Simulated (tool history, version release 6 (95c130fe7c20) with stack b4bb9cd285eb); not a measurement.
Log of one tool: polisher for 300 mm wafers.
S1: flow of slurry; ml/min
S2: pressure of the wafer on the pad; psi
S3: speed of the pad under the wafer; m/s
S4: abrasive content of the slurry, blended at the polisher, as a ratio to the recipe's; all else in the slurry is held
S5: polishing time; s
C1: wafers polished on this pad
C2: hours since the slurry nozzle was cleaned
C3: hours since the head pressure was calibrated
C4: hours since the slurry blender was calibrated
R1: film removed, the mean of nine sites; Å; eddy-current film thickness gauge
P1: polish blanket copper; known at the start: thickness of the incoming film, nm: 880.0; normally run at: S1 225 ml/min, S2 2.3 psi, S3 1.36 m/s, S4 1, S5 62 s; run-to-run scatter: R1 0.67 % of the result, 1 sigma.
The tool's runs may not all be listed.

run	hour	S1	S2	S3	S4	S5	C1	C2	C3	C4	R1
1	11.5	225	2.3	1.36	1	62	542	153.6	452.1	83	2020.1
2	24.8	225	1.3	1.36	1	88	666	166.9	465.4	96.3	1623.1
3	32.5	225	2.3	1.36	1	62	738	174.6	473.1	104	2039
4	43.6	225	2.3	0.62	1	62	842	185.7	484.2	115.1	924.09
5	52.6	225	2.3	1.36	1	62	925	194.7	493.2	124.1	2047.4
6	63.4	225	2.3	1.36	0.6	62	1026	205.5	504	134.9	1825.8
7	75.2	225	2.3	1.36	1	62	1136	217.3	515.8	146.7	2047.2
8	85.4	225	2.3	1.36	1	29	1231	227.5	526	156.9	949.09
9	92.4	225	2.3	1.36	1	62	1296	234.5	533	163.9	2012.9
10	104.4	225	2.3	1.36	0.6	78	1408	246.5	545	175.9	2278
11	117	225	1.4	1.36	1	62	1526	259.1	557.6	188.5	1231.5
12	130.1	145	2.3	1.36	1	62	1648	272.2	570.7	201.6	1900
13	141.7	225	3.6	1.36	1	62	1756	283.8	582.3	213.2	3131.2
14	150.6	225	2.3	1.36	1	96	1839	292.7	591.2	222.1	3124.5
15	162.7	225	2.3	2.1	1	62	1952	304.8	603.3	234.2	3100.5
16	171.4	225	2.3	1.36	1.5	62	2033	313.5	612	242.9	2237.7

Forecast run 17:
17	182.8	340	2.3	1.36	1	62	2139	324.9	623.4	254.3	?

{"run 17": {"R1": 2117.4}}

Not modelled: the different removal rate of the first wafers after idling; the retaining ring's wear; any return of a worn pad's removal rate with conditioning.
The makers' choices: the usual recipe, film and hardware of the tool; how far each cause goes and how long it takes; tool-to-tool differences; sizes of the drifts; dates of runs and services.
